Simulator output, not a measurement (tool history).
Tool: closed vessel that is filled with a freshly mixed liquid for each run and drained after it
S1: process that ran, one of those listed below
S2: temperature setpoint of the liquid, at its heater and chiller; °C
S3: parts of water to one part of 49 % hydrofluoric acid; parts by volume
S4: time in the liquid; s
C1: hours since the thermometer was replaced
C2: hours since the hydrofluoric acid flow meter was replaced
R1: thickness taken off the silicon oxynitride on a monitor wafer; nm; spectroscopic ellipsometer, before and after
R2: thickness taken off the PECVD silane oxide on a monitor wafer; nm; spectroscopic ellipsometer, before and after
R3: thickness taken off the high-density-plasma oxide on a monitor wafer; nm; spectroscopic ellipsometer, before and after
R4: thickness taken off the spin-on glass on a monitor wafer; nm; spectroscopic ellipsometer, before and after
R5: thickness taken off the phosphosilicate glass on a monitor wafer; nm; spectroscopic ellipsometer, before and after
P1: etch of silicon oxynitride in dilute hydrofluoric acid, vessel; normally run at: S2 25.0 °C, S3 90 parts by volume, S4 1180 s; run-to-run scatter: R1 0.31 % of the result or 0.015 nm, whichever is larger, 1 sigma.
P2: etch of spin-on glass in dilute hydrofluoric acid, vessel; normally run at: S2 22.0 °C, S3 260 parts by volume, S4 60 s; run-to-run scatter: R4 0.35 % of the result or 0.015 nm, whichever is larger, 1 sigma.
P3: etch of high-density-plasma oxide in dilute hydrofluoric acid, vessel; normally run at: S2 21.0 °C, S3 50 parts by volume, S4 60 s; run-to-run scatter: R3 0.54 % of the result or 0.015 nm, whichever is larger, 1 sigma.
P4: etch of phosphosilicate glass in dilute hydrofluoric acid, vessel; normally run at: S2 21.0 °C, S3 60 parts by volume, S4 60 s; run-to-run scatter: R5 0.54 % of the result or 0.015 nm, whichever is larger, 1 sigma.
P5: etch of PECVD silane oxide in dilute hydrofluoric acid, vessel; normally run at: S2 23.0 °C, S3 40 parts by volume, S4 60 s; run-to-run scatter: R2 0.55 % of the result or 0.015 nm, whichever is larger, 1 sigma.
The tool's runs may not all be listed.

run	hour	S1	S2	S3	S4	C1	C2	R1	R2	R3	R4	R5
1	6.4	P1	25.0	90	1180	589.5	318.7	42.3050				
2	11.7	P5	17.0	40	60	594.8	324.0		55.100			
3	17.5	P3	17.0	50	60	600.6	329.8			5.3689		
4	22.6	P2	22.0	260	60	605.7	334.9				8.8199	
5	31.1	P2	22.0	260	110	614.2	343.4				16.1200	
6	37.2	P2	22.0	355	60	620.3	349.5				5.8359	
7	46.6	P2	17.0	260	60	629.7	358.9				7.2987	
8	51.9	P3	21.0	30	60	635.0	364.2			10.8410		
9	56.8	P1	25.0	90	1180	639.9	369.1	42.2840				
10	62.2	P4	17.0	60	60	645.3	374.5					116.200
11	67.5	P1	25.0	90	1180	650.6	379.8	42.4220				
12	71.8	P3	21.0	50	60	654.9	384.1			6.3744		
13	78.2	P1	25.0	90	1180	661.3	390.5	42.3170				
14	84.9	P5	23.0	20	60	668.0	397.2		144.980			
15	94.0	P3	21.0	50	30	677.1	406.3			3.1512		
16	102.4	P4	21.0	100	60	685.5	414.7					78.267
17	108.4	P1	25.0	60	1740	691.5	420.7	96.5300				
18	116.5	P1	25.0	145	1180	699.6	428.8	24.9550				
19	123.9	P4	21.0	60	30	707.0	436.2					68.547
20	131.3	P3	21.0	50	60	714.4	443.6			6.3618		
21	137.7	P5	23.0	40	90	720.8	450.0		105.920			
22	145.5	P4	21.0	60	60	728.6	457.8					136.910
23	151.3	P5	23.0	40	60	734.4	463.6		70.421			
24	160.7	P1	20.5	55	1180	743.8	473.0	57.3020				
25	169.1	P1	25.0	90	520	752.2	481.4	18.5540				
26	178.0	P2	22.0	260	60	761.1	490.3				8.7820	
27	187.1	P1	25.0	90	1180	770.2	499.4	42.4020				
28	195.5	P1	25.0	90	1995	778.6	507.8	71.6620				
29	201.1	P1	25.0	20	1180	784.2	513.4	201.6100				
30	210.2	P1	32.0	90	75	793.3	522.5	3.6901				
31	219.4	P5	23.0	40	60	802.5	531.7		69.946			
32	227.2	P1	30.5	90	1180	810.3	539.5	54.5820				
33	236.3	P1	17.5	90	1180	819.4	548.6	29.3470				
34	242.5	P1	25.0	90	1180	825.6	554.8	42.2100				
35	251.1	P1	25.0	90	1180	834.2	563.4	40.5040				
36	257.0	P1	25.0	90	1180	840.1	569.3	39.7020				
37	261.2	P1	25.0	90	1180	844.3	573.5	39.3500				
38	269.4	P1	25.0	90	1180	852.5	581.7	39.1630				
39	278.2	P1	25.0	90	1180	861.3	590.5	39.0210				
40	284.8	P1	25.0	90	1180	867.9	597.1	38.8440				
41	291.6	P1	25.0	90	1180	874.7	603.9	38.6330				

What P1 gives has crept away from where it was. These 2 causes fit the log equally well, each at the size given:
A: liquid colder than its thermometer reads (K) = 1.83
B: hydrofluoric acid flow below the setpoint (%) = 7.69
The creep began at about hour 242.5.

4 check runs are offered, one wafer each, their results left as question marks. Which one tells the causes apart?
check 1	298.4	P2	22.0	260	60						?	
check 2	298.4	P5	23.0	40	60				?			
check 3	298.4	P4	21.0	60	60							?
check 4	298.4	P3	21.0	50	60					?		

What each check would give under each cause:
check	result	if A	if B
check 1	R4	8.2101	7.9409
check 2	R2	65.211	64.739
check 3	R5	127.470	126.330
check 4	R3	5.8689	5.8247
How far apart the two closest causes lie, in the result that separates them most: check 1 3.33 %; check 2 0.73 %; check 3 0.9 %; check 4 0.76 %
Only check 1 tells the causes apart: in the others they would give nearly the same result.

Then check 1 was run and gave: R4 8.2046 nm. Which cause is it?

It is A: liquid colder than its thermometer reads (K).
